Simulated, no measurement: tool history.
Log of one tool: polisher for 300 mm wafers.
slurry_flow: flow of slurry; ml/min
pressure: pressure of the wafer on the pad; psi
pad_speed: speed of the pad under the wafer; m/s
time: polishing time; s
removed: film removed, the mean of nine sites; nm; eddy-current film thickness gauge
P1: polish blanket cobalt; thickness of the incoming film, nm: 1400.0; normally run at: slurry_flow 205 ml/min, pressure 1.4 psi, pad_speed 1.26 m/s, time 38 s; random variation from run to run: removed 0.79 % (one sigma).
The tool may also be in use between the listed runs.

run     day  slurry_flow  pressure  pad_speed  time  wafers polished on this pad  hours since the slurry nozzle was cleaned  hours since the head pressure was calibrated  removed
  1   0.283          205       1.4       1.26    38                          914                                      142.2                                         522.1   187.37
  2   0.671          205       1.4       1.26    38                          981                                      151.5                                         531.4   185.93
  3    0.95          205       1.4       0.64    38                         1029                                      158.2                                         538.1   93.121
      1.208  -- worn pad replaced by a new one
  4     1.5          205       1.4       1.26    38                           50                                      171.4                                         551.3   184.32
  5   1.867          205       1.4       1.26    38                          113                                      180.2                                         560.1   184.87
  6   2.338          205       1.4       1.64    19                          194                                      191.5                                         571.4   121.65
  7   2.696          205       2.2       1.26    38                          255                                      200.1                                           580   291.06
  8   3.242          280       1.4       1.26    38                          349                                      213.2                                         593.1    189.9
  9     3.8          205       0.8       1.26    28                          444                                      226.6                                         606.5   77.135
 10   4.192          205       1.4       1.86    38                          512                                        236                                         615.9   277.86
 11   4.662          205       1.4       1.26    38                          592                                      247.3                                         627.2   186.31
 12   4.971          205       1.4       1.26    19                          645                                      254.7                                         634.6   92.763
 13   5.471          205       1.4       0.88    51                          731                                      266.7                                         646.6   173.81
 14   5.962          125       1.4       1.26    38                          815                                      278.5                                         658.4   172.82
      6.025  -- head pressure recalibrated
 15   6.354          205       0.9       1.26    38                          882                                      287.9                                           7.9      119
 16   6.683          205       1.4       1.26    50                          939                                      295.8                                          15.8   245.26
 17   6.967          205       1.4       1.26    38                          987                                      302.6                                          22.6   185.36
 18   7.321          205       1.4       1.26    38                         1048                                      311.1                                          31.1    186.6
 19   7.854          205       1.4       1.26    38                         1139                                      323.9                                          43.9   186.14
 20   8.308          205       1.4       1.26    38                         1217                                      334.8                                          54.8   179.79
 21    8.65          205       1.4       1.26    38                         1276                                        343                                            63   177.05
 22   9.267          205       1.4       1.26    38                         1382                                      357.8                                          77.8   173.49
      9.529  -- worn pad replaced by a new one
 23   9.888          205       1.4       1.26    38                           61                                      372.7                                          92.7   173.66
 24  10.488          205       1.4       1.26    38                          164                                      387.1                                         107.1   173.71
 25  10.867          205       1.4       1.26    38                          229                                      396.2                                         116.2   171.38

What P1 gives has crept away from where it was. These 2 causes fit the log equally well, each at the size given:
A: head's pressure below its setpoint, % = 7.2
B: slurry flow missing at the pad, % = 36.9
The creep began at about day 7.854.
Why every other cause is out:
removal rate lost through wear of the pad, %: serviced at day 9.529, which brought nothing back

4 check runs are offered, each on 3 wafers whose results are averaged, their results left as question marks. Which one tells the causes apart?
check 1  11.246          205       1.7       1.66    38                                                                                                                              ?
check 2  11.246          205       1.4        1.7    38                                                                                                                              ?
check 3  11.246          205       1.1       0.94    38                                                                                                                              ?
check 4  11.246          135         2       1.26    38                                                                                                                              ?

What each check would give under each cause:
  check   result    if A    if B
check 1  removed  276.04  276.09
check 2  removed   232.8  232.85
check 3  removed  101.14  101.16
check 4  removed  230.71  222.98
How far apart the two closest causes lie, in the result that separates them most: check 1 0.02 %; check 2 0.02 %; check 3 0.02 %; check 4 3.41 %
Only check 4 tells the causes apart: in the others they would give nearly the same result.

Check 4 was then run and gave: removed 229.3 nm. Which cause is it?

It is A: head's pressure below its setpoint, %.
